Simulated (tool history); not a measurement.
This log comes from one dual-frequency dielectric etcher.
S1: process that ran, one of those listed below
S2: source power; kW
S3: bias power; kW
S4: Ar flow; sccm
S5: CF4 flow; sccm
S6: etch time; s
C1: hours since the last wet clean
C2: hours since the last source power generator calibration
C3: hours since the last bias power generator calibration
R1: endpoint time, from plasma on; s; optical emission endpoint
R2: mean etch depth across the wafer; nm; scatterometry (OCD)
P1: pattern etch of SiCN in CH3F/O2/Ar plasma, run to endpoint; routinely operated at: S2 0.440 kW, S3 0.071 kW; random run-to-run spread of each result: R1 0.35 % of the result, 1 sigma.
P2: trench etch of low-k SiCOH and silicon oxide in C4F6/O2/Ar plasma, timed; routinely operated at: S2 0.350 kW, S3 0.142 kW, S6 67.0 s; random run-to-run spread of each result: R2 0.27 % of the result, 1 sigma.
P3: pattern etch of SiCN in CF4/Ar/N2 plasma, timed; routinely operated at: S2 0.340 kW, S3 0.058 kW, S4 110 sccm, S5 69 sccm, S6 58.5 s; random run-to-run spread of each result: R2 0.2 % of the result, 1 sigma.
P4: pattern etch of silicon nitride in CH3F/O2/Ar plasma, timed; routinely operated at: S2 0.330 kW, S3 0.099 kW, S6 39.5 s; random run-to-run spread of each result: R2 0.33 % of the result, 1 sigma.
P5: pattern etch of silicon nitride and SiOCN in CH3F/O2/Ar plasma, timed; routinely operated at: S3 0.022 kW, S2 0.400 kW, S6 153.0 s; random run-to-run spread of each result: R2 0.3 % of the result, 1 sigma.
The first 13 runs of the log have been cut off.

run,day,S1,S2,S3,S4,S5,S6,C1,C2,C3,R1,R2
14,4.383,P5,0.310,0.022,,,153.0,63.3,1325.3,804.2,,18.949
# day 4.550: source power generator calibrated
15,4.588,P4,0.330,0.099,,,39.5,68.2,0.9,809.1,,28.596
16,4.896,P5,0.400,0.022,,,153.0,75.6,8.3,816.5,,20.677
17,5.275,P3,0.340,0.058,134,69,58.5,84.7,17.4,825.6,,35.999
18,5.588,P4,0.330,0.099,,,21.5,92.2,24.9,833.1,,15.542
19,5.800,P2,0.350,0.142,,,67.0,97.3,30.0,838.2,,188.410
20,6.008,P3,0.340,0.058,110,95,58.5,102.3,35.0,843.2,,39.010
21,6.425,P1,0.440,0.051,,,,112.3,45.0,853.2,20.923,
22,6.612,P3,0.340,0.058,110,69,58.5,116.8,49.5,857.7,,37.280
23,6.846,P5,0.400,0.022,,,94.0,122.4,55.1,863.3,,12.726
24,7.238,P1,0.440,0.071,,,,131.8,64.5,872.7,18.677,
25,7.592,P3,0.340,0.040,110,69,58.5,140.3,73.0,881.2,,32.831
26,8.012,P1,0.610,0.071,,,,150.4,83.1,891.3,16.446,
27,8.292,P4,0.220,0.099,,,39.5,157.1,89.8,898.0,,24.553
28,8.617,P2,0.350,0.142,,,97.5,164.9,97.6,905.8,,275.120
29,8.921,P1,0.440,0.071,,,,172.2,104.9,913.1,18.702,
30,9.279,P1,0.320,0.071,,,,180.8,113.5,921.7,21.014,
31,9.475,P1,0.440,0.071,,,,185.5,118.2,926.4,18.686,

What will run 32 give?
32,9.833,P1,0.440,0.071,,,,194.1,126.8,935.0,?,

R1: 18.862 s

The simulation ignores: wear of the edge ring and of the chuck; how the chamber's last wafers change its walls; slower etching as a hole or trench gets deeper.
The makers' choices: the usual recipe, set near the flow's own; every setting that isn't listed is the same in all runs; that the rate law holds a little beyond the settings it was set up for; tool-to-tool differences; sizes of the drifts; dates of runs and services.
